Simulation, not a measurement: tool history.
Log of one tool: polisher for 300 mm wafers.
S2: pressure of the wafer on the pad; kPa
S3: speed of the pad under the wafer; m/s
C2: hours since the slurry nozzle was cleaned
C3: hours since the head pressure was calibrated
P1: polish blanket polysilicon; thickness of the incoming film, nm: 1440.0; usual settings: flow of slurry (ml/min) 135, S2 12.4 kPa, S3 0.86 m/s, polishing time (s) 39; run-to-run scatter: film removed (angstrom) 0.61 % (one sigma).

Run 1, hour 10.5: flow of slurry (ml/min) 135, S2 12.4 kPa, S3 0.86 m/s, polishing time (s) 39; wafers polished on this pad 305; C2 192.4; C3 286.1. Result: film removed (angstrom) 1841.6.
Run 2, hour 18.7: flow of slurry (ml/min) 135, S2 12.4 kPa, S3 0.86 m/s, polishing time (s) 39; wafers polished on this pad 368; C2 200.6; C3 294.3. Result: film removed (angstrom) 1826.7.
Run 3, hour 29.6: flow of slurry (ml/min) 135, S2 12.4 kPa, S3 0.86 m/s, polishing time (s) 39; wafers polished on this pad 453; C2 211.5; C3 305.2. Result: film removed (angstrom) 1829.6.
Run 4, hour 39.7: flow of slurry (ml/min) 135, S2 12.4 kPa, S3 0.86 m/s, polishing time (s) 59; wafers polished on this pad 531; C2 221.6; C3 315.3. Result: film removed (angstrom) 2753.5.
Run 5, hour 51.5: flow of slurry (ml/min) 135, S2 18.6 kPa, S3 0.86 m/s, polishing time (s) 39; wafers polished on this pad 623; C2 233.4; C3 327.1. Result: film removed (angstrom) 2729.4.
Run 6, hour 60.8: flow of slurry (ml/min) 205, S2 12.4 kPa, S3 0.86 m/s, polishing time (s) 39; wafers polished on this pad 695; C2 242.7; C3 336.4. Result: film removed (angstrom) 1945.7.
Run 7, hour 70.9: flow of slurry (ml/min) 135, S2 12.4 kPa, S3 0.62 m/s, polishing time (s) 39; wafers polished on this pad 773; C2 252.8; C3 346.5. Result: film removed (angstrom) 1303.1.
Run 8, hour 82.7: flow of slurry (ml/min) 135, S2 12.4 kPa, S3 0.86 m/s, polishing time (s) 39; wafers polished on this pad 865; C2 264.6; C3 358.3. Result: film removed (angstrom) 1816.5.
Run 9, hour 88.7: flow of slurry (ml/min) 80, S2 12.4 kPa, S3 0.86 m/s, polishing time (s) 39; wafers polished on this pad 911; C2 270.6; C3 364.3. Result: film removed (angstrom) 1627.5.
Run 10, hour 97.6: flow of slurry (ml/min) 135, S2 7.6 kPa, S3 0.86 m/s, polishing time (s) 39; wafers polished on this pad 980; C2 279.5; C3 373.2. Result: film removed (angstrom) 1114.
Run 11, hour 109.3: flow of slurry (ml/min) 170, S2 12.4 kPa, S3 1.18 m/s, polishing time (s) 39; wafers polished on this pad 1071; C2 291.2; C3 384.9. Result: film removed (angstrom) 2581.3.
Run 12, hour 115.2: flow of slurry (ml/min) 135, S2 12.4 kPa, S3 0.86 m/s, polishing time (s) 39; wafers polished on this pad 1117; C2 297.1; C3 390.8. Result: film removed (angstrom) 1829.6.
Run 13, hour 122.4: flow of slurry (ml/min) 135, S2 12.4 kPa, S3 1.36 m/s, polishing time (s) 39; wafers polished on this pad 1172; C2 304.3; C3 398. Result: film removed (angstrom) 2870.6.
Run 14, hour 132.2: flow of slurry (ml/min) 135, S2 12.4 kPa, S3 0.86 m/s, polishing time (s) 39; wafers polished on this pad 1248; C2 314.1; C3 407.8. Result: film removed (angstrom) 1833.3.
Run 15, hour 142.1: flow of slurry (ml/min) 135, S2 12.4 kPa, S3 0.86 m/s, polishing time (s) 23; wafers polished on this pad 1325; C2 324; C3 417.7. Result: film removed (angstrom) 1087.1.
Run 16, hour 147.8: flow of slurry (ml/min) 135, S2 12.4 kPa, S3 0.86 m/s, polishing time (s) 39; wafers polished on this pad 1369; C2 329.7; C3 423.4. Result: film removed (angstrom) 1827.7.
Run 17, hour 159.7: flow of slurry (ml/min) 135, S2 12.4 kPa, S3 0.86 m/s, polishing time (s) 39; wafers polished on this pad 1462; C2 341.6; C3 435.3. Result: film removed (angstrom) 1767.1.
Run 18, hour 167.9: flow of slurry (ml/min) 135, S2 12.4 kPa, S3 0.86 m/s, polishing time (s) 39; wafers polished on this pad 1525; C2 349.8; C3 443.5. Result: film removed (angstrom) 1762.5.

Forecast run 19:
Run 19, hour 179: flow of slurry (ml/min) 135, S2 12.4 kPa, S3 0.86 m/s, polishing time (s) 39; wafers polished on this pad 1611; C2 360.9; C3 454.6. Result: film removed (angstrom) ?.

film removed (angstrom): 1708.3
